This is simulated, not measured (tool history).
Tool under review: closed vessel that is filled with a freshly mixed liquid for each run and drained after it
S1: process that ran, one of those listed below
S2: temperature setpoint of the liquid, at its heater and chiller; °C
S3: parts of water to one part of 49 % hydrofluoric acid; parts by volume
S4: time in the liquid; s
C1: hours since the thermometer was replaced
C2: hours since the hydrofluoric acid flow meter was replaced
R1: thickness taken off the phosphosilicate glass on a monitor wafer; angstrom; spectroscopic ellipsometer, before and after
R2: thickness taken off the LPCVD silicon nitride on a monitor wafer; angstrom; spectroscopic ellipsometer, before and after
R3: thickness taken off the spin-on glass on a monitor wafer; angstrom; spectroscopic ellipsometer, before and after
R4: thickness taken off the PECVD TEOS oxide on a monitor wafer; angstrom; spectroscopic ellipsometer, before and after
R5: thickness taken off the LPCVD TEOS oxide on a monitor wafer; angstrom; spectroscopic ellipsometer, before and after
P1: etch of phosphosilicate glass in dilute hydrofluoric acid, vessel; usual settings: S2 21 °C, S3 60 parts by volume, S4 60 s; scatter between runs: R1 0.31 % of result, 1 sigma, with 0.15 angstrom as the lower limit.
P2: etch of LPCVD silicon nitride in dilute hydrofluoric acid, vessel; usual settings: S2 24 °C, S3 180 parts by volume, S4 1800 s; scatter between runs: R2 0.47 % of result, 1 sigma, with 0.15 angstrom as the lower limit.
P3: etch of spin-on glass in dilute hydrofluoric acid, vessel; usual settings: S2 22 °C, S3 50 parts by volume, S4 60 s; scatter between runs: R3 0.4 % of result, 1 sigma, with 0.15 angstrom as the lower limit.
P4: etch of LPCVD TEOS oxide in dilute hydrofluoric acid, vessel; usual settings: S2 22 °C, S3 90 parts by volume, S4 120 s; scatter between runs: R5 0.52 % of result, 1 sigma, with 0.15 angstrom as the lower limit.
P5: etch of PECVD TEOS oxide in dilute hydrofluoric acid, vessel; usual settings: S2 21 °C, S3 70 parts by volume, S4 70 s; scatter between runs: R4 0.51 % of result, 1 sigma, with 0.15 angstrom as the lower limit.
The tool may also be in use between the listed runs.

Run 1, day 0.108: S1 P1, S2 21 °C, S3 60 parts by volume, S4 60 s; C1 1655.5; C2 528.3. Result: R1 752.27 angstrom.
Run 2, day 0.225: S1 P2, S2 17 °C, S3 180 parts by volume, S4 1800 s; C1 1658.3; C2 531.1. Result: R2 28.364 angstrom.
Run 3, day 0.333: S1 P1, S2 26.5 °C, S3 60 parts by volume, S4 30 s; C1 1660.9; C2 533.7. Result: R1 472.6 angstrom.
Run 4, day 0.458: S1 P1, S2 21 °C, S3 60 parts by volume, S4 105 s; C1 1663.9; C2 536.7. Result: R1 1318.7 angstrom.
Run 5, day 0.567: S1 P3, S2 17 °C, S3 50 parts by volume, S4 60 s; C1 1666.5; C2 539.3. Result: R3 571.29 angstrom.
Run 6, day 0.7: S1 P1, S2 17 °C, S3 60 parts by volume, S4 30 s; C1 1669.7; C2 542.5. Result: R1 315.8 angstrom.
Run 7, day 0.812: S1 P5, S2 21 °C, S3 115 parts by volume, S4 70 s; C1 1672.4; C2 545.2. Result: R4 126.92 angstrom.
Run 8, day 0.925: S1 P4, S2 22 °C, S3 90 parts by volume, S4 120 s; C1 1675.1; C2 547.9. Result: R5 484.11 angstrom.
Run 9, day 1.062: S1 P1, S2 21 °C, S3 60 parts by volume, S4 60 s; C1 1678.4; C2 551.2. Result: R1 752.34 angstrom.
Run 10, day 1.146: S1 P5, S2 28 °C, S3 70 parts by volume, S4 70 s; C1 1680.4; C2 553.2. Result: R4 289.39 angstrom.
Run 11, day 1.283: S1 P1, S2 21 °C, S3 60 parts by volume, S4 60 s; C1 1683.7; C2 556.5. Result: R1 748.18 angstrom.
Run 12, day 1.383: S1 P5, S2 21 °C, S3 70 parts by volume, S4 125 s; C1 1686.1; C2 558.9. Result: R4 390.88 angstrom.
Run 13, day 1.558: S1 P1, S2 21 °C, S3 60 parts by volume, S4 60 s; C1 1690.3; C2 563.1. Result: R1 748.04 angstrom.
Run 14, day 1.7: S1 P2, S2 24 °C, S3 180 parts by volume, S4 1800 s; C1 1693.7; C2 566.5. Result: R2 44.625 angstrom.
Run 15, day 1.8: S1 P1, S2 21 °C, S3 60 parts by volume, S4 60 s; C1 1696.1; C2 568.9. Result: R1 747.68 angstrom.
Run 16, day 1.921: S1 P2, S2 24 °C, S3 75 parts by volume, S4 1800 s; C1 1699; C2 571.8. Result: R2 106.09 angstrom.
Run 17, day 2.058: S1 P1, S2 21 °C, S3 60 parts by volume, S4 35 s; C1 1702.3; C2 575.1. Result: R1 434.8 angstrom.
Run 18, day 2.15: S1 P3, S2 22 °C, S3 25 parts by volume, S4 60 s; C1 1704.5; C2 577.3. Result: R3 1461.4 angstrom.
Run 19, day 2.246: S1 P1, S2 21 °C, S3 60 parts by volume, S4 60 s; C1 1706.8; C2 579.6. Result: R1 754.71 angstrom.
Run 20, day 2.404: S1 P3, S2 22 °C, S3 50 parts by volume, S4 60 s; C1 1710.6; C2 583.4. Result: R3 703.9 angstrom.
Run 21, day 2.504: S1 P1, S2 28.5 °C, S3 60 parts by volume, S4 60 s; C1 1713; C2 585.8. Result: R1 1021.8 angstrom.
Run 22, day 2.629: S1 P2, S2 24 °C, S3 180 parts by volume, S4 1800 s; C1 1716; C2 588.8. Result: R2 44.487 angstrom.
Run 23, day 2.779: S1 P1, S2 17 °C, S3 60 parts by volume, S4 60 s; C1 1719.6; C2 592.4. Result: R1 628.71 angstrom.
Run 24, day 2.925: S1 P4, S2 22 °C, S3 140 parts by volume, S4 120 s; C1 1723.1; C2 595.9. Result: R5 295.23 angstrom.
Run 25, day 3.046: S1 P2, S2 24 °C, S3 180 parts by volume, S4 3000 s; C1 1726; C2 598.8. Result: R2 74.114 angstrom.
Run 26, day 3.146: S1 P1, S2 21 °C, S3 30 parts by volume, S4 60 s; C1 1728.4; C2 601.2. Result: R1 1557.8 angstrom.
Run 27, day 3.3: S1 P3, S2 22 °C, S3 50 parts by volume, S4 30 s; C1 1732.1; C2 604.9. Result: R3 352.39 angstrom.
Run 28, day 3.383: S1 P1, S2 27.5 °C, S3 60 parts by volume, S4 30 s; C1 1734.1; C2 606.9. Result: R1 489.13 angstrom.
Run 29, day 3.512: S1 P1, S2 21 °C, S3 85 parts by volume, S4 60 s; C1 1737.2; C2 610. Result: R1 518.24 angstrom.
Run 30, day 3.654: S1 P4, S2 22 °C, S3 90 parts by volume, S4 120 s; C1 1740.6; C2 613.4. Result: R5 482.79 angstrom.
Run 31, day 3.733: S1 P5, S2 21 °C, S3 70 parts by volume, S4 70 s; C1 1742.5; C2 615.3. Result: R4 220.88 angstrom.
Run 32, day 3.883: S1 P4, S2 22 °C, S3 90 parts by volume, S4 40 s; C1 1746.1; C2 618.9. Result: R5 161.91 angstrom.
Run 33, day 4.029: S1 P4, S2 18 °C, S3 90 parts by volume, S4 120 s; C1 1749.6; C2 622.4. Result: R5 407.43 angstrom.
Run 34, day 4.112: S1 P1, S2 21 °C, S3 60 parts by volume, S4 60 s; C1 1751.6; C2 624.4. Result: R1 749.79 angstrom.
Run 35, day 4.233: S1 P1, S2 21 °C, S3 60 parts by volume, S4 60 s; C1 1754.5; C2 627.3. Result: R1 720.78 angstrom.
Run 36, day 4.325: S1 P1, S2 21 °C, S3 60 parts by volume, S4 60 s; C1 1756.7; C2 629.5. Result: R1 704.45 angstrom.
Run 37, day 4.479: S1 P1, S2 21 °C, S3 60 parts by volume, S4 60 s; C1 1760.4; C2 633.2. Result: R1 696.35 angstrom.
Run 38, day 4.617: S1 P1, S2 21 °C, S3 60 parts by volume, S4 60 s; C1 1763.7; C2 636.5. Result: R1 689.46 angstrom.
Run 39, day 4.762: S1 P1, S2 21 °C, S3 60 parts by volume, S4 60 s; C1 1767.2; C2 640. Result: R1 686.45 angstrom.
Run 40, day 4.862: S1 P1, S2 21 °C, S3 60 parts by volume, S4 60 s; C1 1769.6; C2 642.4. Result: R1 684.85 angstrom.

What P1 gives has crept off from where it sat before. The 2 causes that follow fit the log equally well, each at the size noted:
A: liquid colder than its thermometer reads (K) = 2.15
B: hydrofluoric acid flow below the setpoint (%) = 8.07
Onset of the creep was near day 4.112.

Each of the 4 check runs below uses one wafer; its results are left as question marks. Which run tells the causes apart?
Run check 1, day 4.962: S1 P5, S2 21 °C, S3 70 parts by volume, S4 70 s. Result: R4 ?.
Run check 2, day 4.962: S1 P2, S2 24 °C, S3 180 parts by volume, S4 1800 s. Result: R2 ?.
Run check 3, day 4.962: S1 P4, S2 22 °C, S3 90 parts by volume, S4 120 s. Result: R5 ?.
Run check 4, day 4.962: S1 P3, S2 22 °C, S3 50 parts by volume, S4 60 s. Result: R3 ?.

Check results expected under each cause:
  check  result    if A    if B
check 1      R4  199.53  199.28
check 2      R2  38.756  40.951
check 3      R5  443.88  441.53
check 4      R3  643.85  644.48
Smallest distance between any two causes, each pair judged by its most separating result, in per cent: check 1 0.13 %; check 2 5.51 %; check 3 0.53 %; check 4 0.1 %
Check 2 is the one run that separates the causes; every other check would come out nearly the same whichever cause is at work.

Check 2 was then run and gave: R2 40.788 angstrom. Which cause is it?

The cause is B: hydrofluoric acid flow below the setpoint (%).
